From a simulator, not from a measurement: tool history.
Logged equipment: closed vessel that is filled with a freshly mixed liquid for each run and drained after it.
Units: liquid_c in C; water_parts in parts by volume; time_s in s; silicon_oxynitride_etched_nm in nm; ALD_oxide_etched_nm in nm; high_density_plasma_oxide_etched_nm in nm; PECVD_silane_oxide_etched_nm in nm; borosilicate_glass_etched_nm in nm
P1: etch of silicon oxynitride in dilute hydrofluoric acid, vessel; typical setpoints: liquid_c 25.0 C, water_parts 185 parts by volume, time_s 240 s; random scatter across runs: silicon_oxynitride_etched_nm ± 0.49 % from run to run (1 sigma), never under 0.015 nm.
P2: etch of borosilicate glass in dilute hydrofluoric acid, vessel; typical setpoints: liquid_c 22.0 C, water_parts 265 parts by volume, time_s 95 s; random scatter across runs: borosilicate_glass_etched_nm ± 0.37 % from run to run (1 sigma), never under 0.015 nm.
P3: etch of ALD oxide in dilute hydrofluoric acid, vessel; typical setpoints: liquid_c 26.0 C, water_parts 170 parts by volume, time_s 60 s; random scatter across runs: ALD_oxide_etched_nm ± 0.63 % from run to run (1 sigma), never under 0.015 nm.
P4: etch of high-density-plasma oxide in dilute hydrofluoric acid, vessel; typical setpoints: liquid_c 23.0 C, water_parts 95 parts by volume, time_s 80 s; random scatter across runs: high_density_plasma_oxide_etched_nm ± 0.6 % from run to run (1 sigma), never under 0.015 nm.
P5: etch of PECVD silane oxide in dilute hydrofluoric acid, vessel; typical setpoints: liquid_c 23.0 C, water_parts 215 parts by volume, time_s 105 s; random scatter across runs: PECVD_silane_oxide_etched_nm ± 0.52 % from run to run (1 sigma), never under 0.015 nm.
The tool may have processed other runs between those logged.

run	hour	process	liquid_c	water_parts	time_s	hours since the thermometer was replaced	hours since the hydrofluoric acid flow meter was replaced	silicon_oxynitride_etched_nm	ALD_oxide_etched_nm	high_density_plasma_oxide_etched_nm	PECVD_silane_oxide_etched_nm	borosilicate_glass_etched_nm
1	2.9	P1	25.0	185	240	318.4	334.2	5.9691				
2	8.6	P1	19.0	185	240	324.1	339.9	4.5662				
3	11.7	P1	25.0	90	240	327.2	343.0	13.3430				
4	17.7	P1	25.0	185	240	333.2	349.0	6.0487				
5	23.6	P3	18.5	170	60	339.1	354.9		3.4600			
6	27.1	P4	17.0	95	80	342.6	358.4			3.2149		
7	31.6	P5	23.0	215	105	347.1	362.9				8.6814	
8	36.9	P1	28.5	185	240	352.4	368.2	7.0166				
9	40.6	P1	18.5	70	240	356.1	371.9	12.6970				
10	43.9	P4	23.0	95	30	359.4	375.2			1.5535		
11	49.6	P3	26.0	60	60	365.1	380.9		15.0900			
12	53.1	P3	26.0	170	35	368.6	384.4		2.6548			
13	58.8	P3	26.0	170	60	374.3	390.1		4.5735			
14	64.6	P5	23.0	215	30	380.1	395.9				2.4533	
15	70.1	P2	30.5	265	95	385.6	401.4					14.9340
16	72.9	P5	28.5	215	105	388.4	404.2				10.5090	
17	77.3	P2	22.0	265	95	392.8	408.6					11.1120
18	82.2	P2	22.0	475	95	397.7	413.5					5.1588
19	86.4	P2	22.0	265	95	401.9	417.7					11.1320
20	90.2	P1	25.0	185	55	405.7	421.5	1.3687				
21	93.5	P1	25.0	185	240	409.0	424.8	6.0602				
22	98.3	P5	23.0	215	105	413.8	429.6				8.6185	
23	103.8	P1	25.0	185	240	419.3	435.1	6.0145				
# hour 105.4: thermometer replaced
24	109.5	P4	23.0	35	80	4.1	440.8			11.9870		
25	115.7	P1	25.0	185	240	10.3	447.0	6.0127				
26	118.9	P3	26.0	170	60	13.5	450.2		4.5903			
27	123.9	P1	25.0	185	370	18.5	455.2	9.2119				
28	127.7	P2	22.0	265	185	22.3	459.0					21.6400
29	133.7	P5	23.0	50	105	28.3	465.0				44.7870	
30	139.6	P4	23.0	95	80	34.2	470.9			4.1326		
31	144.4	P1	25.0	270	240	39.0	475.7	3.8523				
32	150.1	P1	25.0	185	240	44.7	481.4	6.0404				
33	156.1	P1	25.0	185	240	50.7	487.4	6.0882				
34	160.6	P1	25.0	185	240	55.2	491.9	5.7091				
35	165.0	P1	25.0	185	240	59.6	496.3	5.6091				
36	168.2	P1	25.0	185	240	62.8	499.5	5.4604				
37	171.5	P1	25.0	185	240	66.1	502.8	5.4976				
38	175.7	P1	25.0	185	240	70.3	507.0	5.4563				
39	178.5	P1	25.0	185	240	73.1	509.8	5.4179				

P1 no longer gives what it gave before; its output has crept away from where it was. The following 2 causes, each at its listed size, fit the log equally well:
A: hydrofluoric acid flow below the setpoint (%) = 8.69
B: liquid colder than its thermometer reads (K) = 2.33
At approximately hour 156.1, the process output began to creep.

Which of the 4 check runs listed below separates the causes, so that each cause would produce a clearly different result? Each run uses one wafer, and its results are marked with question marks.
check 1	181.3	P2	27.5	265	125							?
check 2	181.3	P5	23.0	90	105						?	
check 3	181.3	P4	17.0	95	30					?		
check 4	181.3	P3	26.0	90	60				?			

Predicted outcomes, by check and by cause:
check	result	if A	if B
check 1	borosilicate_glass_etched_nm	15.8180	16.4230
check 2	PECVD_silane_oxide_etched_nm	21.3130	21.4530
check 3	high_density_plasma_oxide_etched_nm	1.0940	1.0948
check 4	ALD_oxide_etched_nm	8.7005	8.7860
Per check, the gap between the least separated pair of causes, taken in the result that splits them most: check 1 3.75 %; check 2 0.65 %; check 3 0.07 %; check 4 0.98 %
Only check 1 tells the causes apart: in the others they would give nearly the same result.

Running check 1 produced the following: borosilicate_glass_etched_nm 16.4540 nm. Which one of the listed causes fits?

Of the candidate causes, it is B: liquid colder than its thermometer reads (K).

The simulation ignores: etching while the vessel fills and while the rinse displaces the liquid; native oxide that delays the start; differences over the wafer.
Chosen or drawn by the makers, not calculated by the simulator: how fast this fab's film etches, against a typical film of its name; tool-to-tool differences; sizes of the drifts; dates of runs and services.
